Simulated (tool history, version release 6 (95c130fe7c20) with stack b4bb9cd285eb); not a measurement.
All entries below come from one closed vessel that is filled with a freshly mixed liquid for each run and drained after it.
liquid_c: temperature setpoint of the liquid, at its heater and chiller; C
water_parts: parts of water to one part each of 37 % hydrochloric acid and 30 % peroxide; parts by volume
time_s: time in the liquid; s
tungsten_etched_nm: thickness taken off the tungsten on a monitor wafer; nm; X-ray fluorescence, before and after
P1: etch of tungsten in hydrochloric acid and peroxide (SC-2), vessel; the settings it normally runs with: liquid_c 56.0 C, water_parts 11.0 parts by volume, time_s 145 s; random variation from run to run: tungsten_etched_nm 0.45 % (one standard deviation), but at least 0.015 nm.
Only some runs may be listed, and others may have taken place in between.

run,hour,liquid_c,water_parts,time_s,tungsten_etched_nm
1,9.8,56.0,11.0,145,31.570
2,21.1,56.0,11.0,145,31.612
3,32.0,56.0,11.0,40,8.681
4,39.9,69.5,11.0,65,32.557
5,52.0,56.0,19.5,145,19.036
6,58.9,72.0,11.0,145,84.089
7,65.6,56.0,11.0,145,31.478
8,78.0,42.0,11.0,145,12.264
# hour 81.8: chemicals flow meter replaced
9,88.7,56.0,11.0,275,59.688
10,99.5,66.0,11.0,55,22.326
11,107.5,56.0,11.0,145,31.547
12,118.2,56.0,11.0,145,31.537
13,128.9,56.0,11.0,145,31.400
14,135.5,56.0,4.0,145,68.061
15,147.7,56.0,11.0,145,31.554
16,155.7,56.0,11.0,145,32.304
17,165.6,56.0,11.0,145,32.803
18,174.5,56.0,11.0,145,33.444
19,184.4,56.0,11.0,145,33.949
20,193.8,56.0,11.0,145,34.176
21,205.6,56.0,11.0,145,34.573
22,214.7,56.0,11.0,145,34.394

The next listed run, before its measurement:
23,226.0,56.0,11.0,145,?

Run 23 measured tungsten_etched_nm 34.485 nm.
